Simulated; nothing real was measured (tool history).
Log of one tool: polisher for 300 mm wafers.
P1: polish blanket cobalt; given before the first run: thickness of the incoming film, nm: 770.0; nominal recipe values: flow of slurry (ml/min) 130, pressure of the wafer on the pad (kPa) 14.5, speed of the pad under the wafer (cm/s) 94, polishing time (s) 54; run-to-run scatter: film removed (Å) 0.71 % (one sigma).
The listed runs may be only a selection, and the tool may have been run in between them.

run,hour,flow of slurry (ml/min),pressure of the wafer on the pad (kPa),speed of the pad under the wafer (cm/s),polishing time (s),wafers polished on this pad,hours since the slurry nozzle was cleaned,hours since the head pressure was calibrated,film removed (Å)
1,4.9,130,14.5,94,54,326,321.5,634.2,2906.2
2,12.7,130,14.5,94,75,436,329.3,642,4009.7
# hour 15.6: slurry nozzle cleaned
3,16.3,130,20,94,54,487,0.8,645.6,3997.4
4,20.7,130,14.5,94,25,549,5.2,650,1338
5,26.4,130,20.7,52,54,630,10.9,655.7,2338.1
# hour 28.4: head pressure recalibrated
6,33.9,80,14.5,94,54,736,18.4,5.5,2596.4
7,41.5,190,14.5,94,54,843,26,13.1,3029.4
8,48.9,130,14.5,50,54,948,33.4,20.5,1563.4
9,55.8,130,14.5,120,54,1046,40.3,27.4,3651.4
10,59.9,130,14.5,94,54,1104,44.4,31.5,2895.3
11,63.5,130,7.6,94,54,1155,48,35.1,1519.2
12,67.3,130,14.5,94,54,1208,51.8,38.9,2888.1
13,72.3,130,14.5,94,54,1279,56.8,43.9,2920.8
14,78.1,130,9,128,54,1361,62.6,49.7,2463
15,84.2,130,14.5,94,54,1448,68.7,55.8,2919.7
16,88,130,14.5,94,54,1501,72.5,59.6,2833.3
17,92.1,130,14.5,94,54,1559,76.6,63.7,2767.5
18,97.3,130,14.5,94,54,1633,81.8,68.9,2683.6
19,103.4,130,14.5,94,54,1719,87.9,75,2690.8
# hour 109: head pressure recalibrated
20,109.3,130,14.5,94,54,1803,93.8,0.3,2684.3
21,115.8,130,14.5,94,54,1895,100.3,6.8,2656.6
22,120.2,130,14.5,94,54,1957,104.7,11.2,2630.8
23,126.5,130,14.5,94,54,2046,111,17.5,2606.2

What P1 gives has crept away from where it was. These 2 causes fit the log equally well, each at the size given:
A: slurry flow missing at the pad, % = 33.4
B: removal rate lost through wear of the pad, % = 9.14
The onset of the drift is placed at about hour 84.2.
Each remaining cause and why it is not a fit:
head's pressure below its setpoint, %: its service at hour 109 followed the start of the drift and did not put the process back to its old value

Which of the 4 check runs listed below, each an average over 2 wafers with its results shown as question marks, gives clearly different results under the different listed causes?
check 1,132.8,130,14.5,66,74,,,,?
check 2,132.8,130,14.5,72,27,,,,?
check 3,132.8,130,10.3,94,54,,,,?
check 4,132.8,80,14.5,94,32,,,,?

How each check would come out, cause by cause:
check,result,if A,if B
check 1,film removed (Å),2539.3,2539.2
check 2,film removed (Å),1010.7,1010.7
check 3,film removed (Å),1885.1,1885
check 4,film removed (Å),1322,1388.8
Gap, in per cent, between the two causes that each check separates least, read from the result that separates them most: check 1 0 %; check 2 0 %; check 3 0 %; check 4 4.93 %
Check 4 distinguishes between the causes, while the remaining checks would return nearly the same result for all of them.

The results of check 4 are: film removed (Å) 1392.2. Based on these, which of the listed causes is it?

B is the cause: removal rate lost through wear of the pad, %.
